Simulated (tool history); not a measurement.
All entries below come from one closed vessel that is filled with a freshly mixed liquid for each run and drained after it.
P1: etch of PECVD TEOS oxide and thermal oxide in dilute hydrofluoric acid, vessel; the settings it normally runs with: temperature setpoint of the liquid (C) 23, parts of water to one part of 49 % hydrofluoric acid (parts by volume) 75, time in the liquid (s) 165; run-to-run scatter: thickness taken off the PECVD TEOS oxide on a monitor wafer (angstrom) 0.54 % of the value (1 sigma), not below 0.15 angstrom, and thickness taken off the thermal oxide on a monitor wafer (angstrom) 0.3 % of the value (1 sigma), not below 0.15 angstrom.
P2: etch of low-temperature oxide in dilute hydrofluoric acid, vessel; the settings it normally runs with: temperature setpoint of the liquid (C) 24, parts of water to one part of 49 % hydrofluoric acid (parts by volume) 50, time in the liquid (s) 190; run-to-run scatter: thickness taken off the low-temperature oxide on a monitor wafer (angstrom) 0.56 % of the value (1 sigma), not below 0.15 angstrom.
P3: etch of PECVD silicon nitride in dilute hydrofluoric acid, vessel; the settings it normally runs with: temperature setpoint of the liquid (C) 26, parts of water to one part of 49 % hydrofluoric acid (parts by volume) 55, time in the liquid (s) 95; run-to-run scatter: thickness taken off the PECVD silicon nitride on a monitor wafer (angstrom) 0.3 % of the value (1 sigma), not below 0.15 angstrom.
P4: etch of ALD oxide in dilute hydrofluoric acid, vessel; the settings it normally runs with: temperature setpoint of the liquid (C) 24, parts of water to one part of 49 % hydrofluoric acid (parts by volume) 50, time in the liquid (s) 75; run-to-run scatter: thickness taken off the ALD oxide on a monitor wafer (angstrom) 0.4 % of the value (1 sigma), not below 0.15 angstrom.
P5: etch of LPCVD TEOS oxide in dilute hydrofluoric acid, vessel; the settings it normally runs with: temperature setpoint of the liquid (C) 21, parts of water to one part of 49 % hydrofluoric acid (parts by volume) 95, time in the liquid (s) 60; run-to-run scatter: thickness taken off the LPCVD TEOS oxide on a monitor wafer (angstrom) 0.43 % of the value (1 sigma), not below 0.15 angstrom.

run,day,process that ran,temperature setpoint of the liquid (C),parts of water to one part of 49 % hydrofluoric acid (parts by volume),time in the liquid (s),hours since the thermometer was replaced,hours since the hydrofluoric acid flow meter was replaced,thickness taken off the PECVD TEOS oxide on a monitor wafer (angstrom),thickness taken off the thermal oxide on a monitor wafer (angstrom),thickness taken off the ALD oxide on a monitor wafer (angstrom),thickness taken off the LPCVD TEOS oxide on a monitor wafer (angstrom),thickness taken off the low-temperature oxide on a monitor wafer (angstrom),thickness taken off the PECVD silicon nitride on a monitor wafer (angstrom)
1,0.479,P1,23,75,165,225.1,714.3,201.65,111.24,,,,
2,0.804,P1,29.5,75,165,232.9,722.1,260.49,143.73,,,,
3,1.283,P4,29.5,50,75,244.4,733.6,,,463.43,,,
4,1.738,P5,17,95,60,255.3,744.5,,,,195,,
5,2.125,P2,24,50,30,264.6,753.8,,,,,66.871,
6,2.362,P2,17,50,190,270.3,759.5,,,,,317.37,
7,2.812,P1,23,40,165,281.1,770.3,392.7,217.2,,,,
8,3.088,P3,20,55,95,287.7,776.9,,,,,,58.479
9,3.425,P3,26,25,95,295.8,785,,,,,,190.96
10,3.871,P5,21,95,60,306.5,795.7,,,,229.48,,
11,4.204,P1,17.5,75,165,314.5,803.7,160.87,88.141,,,,
12,4.642,P1,23,25,30,325,814.2,117.18,64.772,,,,
13,4.904,P1,23,75,70,331.3,820.5,85.78,46.785,,,,
14,5.121,P5,21,95,60,336.5,825.7,,,,229.27,,
15,5.546,P2,24,50,190,346.7,835.9,,,,,428.74,
16,5.883,P5,21,20,60,354.8,844,,,,1184,,
17,6.325,P1,23,75,165,365.4,854.6,203.87,110.87,,,,
18,6.558,P3,26,55,170,371,860.2,,,,,,157.82
19,7.033,P4,24,50,75,382.4,871.6,,,371.61,,,
20,7.421,P1,23,75,275,391.7,880.9,340.2,184.94,,,,
21,7.642,P2,24,50,190,397,886.2,,,,,428.5,
22,8.025,P1,23,110,165,406.2,895.4,132.76,72.251,,,,
23,8.5,P2,24,75,190,417.6,906.8,,,,,276.43,
24,8.775,P4,24,50,110,424.2,913.4,,,548.45,,,
25,9.158,P1,23,75,165,433.4,922.6,201.33,111.58,,,,
26,9.496,P3,26,55,95,441.5,930.7,,,,,,88.049
27,9.954,P4,24,20,75,452.5,941.7,,,962.01,,,
28,10.288,P1,23,75,165,460.5,949.7,205.28,111.57,,,,
29,10.542,P5,21,95,30,466.6,955.8,,,,114.86,,
30,10.967,P1,23,75,165,476.8,966,200.98,111.12,,,,
31,11.279,P1,23,75,165,484.3,973.5,196.29,108.13,,,,
32,11.712,P1,23,75,165,494.7,983.9,194.44,106.39,,,,
33,12.112,P1,23,75,165,504.3,993.5,192.23,104.87,,,,
34,12.454,P1,23,75,165,512.5,1001.7,189.73,104.84,,,,

For run 35, what comes out?
35,12.696,P1,23,75,165,518.3,1007.5,?,?,,,,

For run 35 the tool returned thickness taken off the PECVD TEOS oxide on a monitor wafer (angstrom) 185.81, thickness taken off the thermal oxide on a monitor wafer (angstrom) 103.45.

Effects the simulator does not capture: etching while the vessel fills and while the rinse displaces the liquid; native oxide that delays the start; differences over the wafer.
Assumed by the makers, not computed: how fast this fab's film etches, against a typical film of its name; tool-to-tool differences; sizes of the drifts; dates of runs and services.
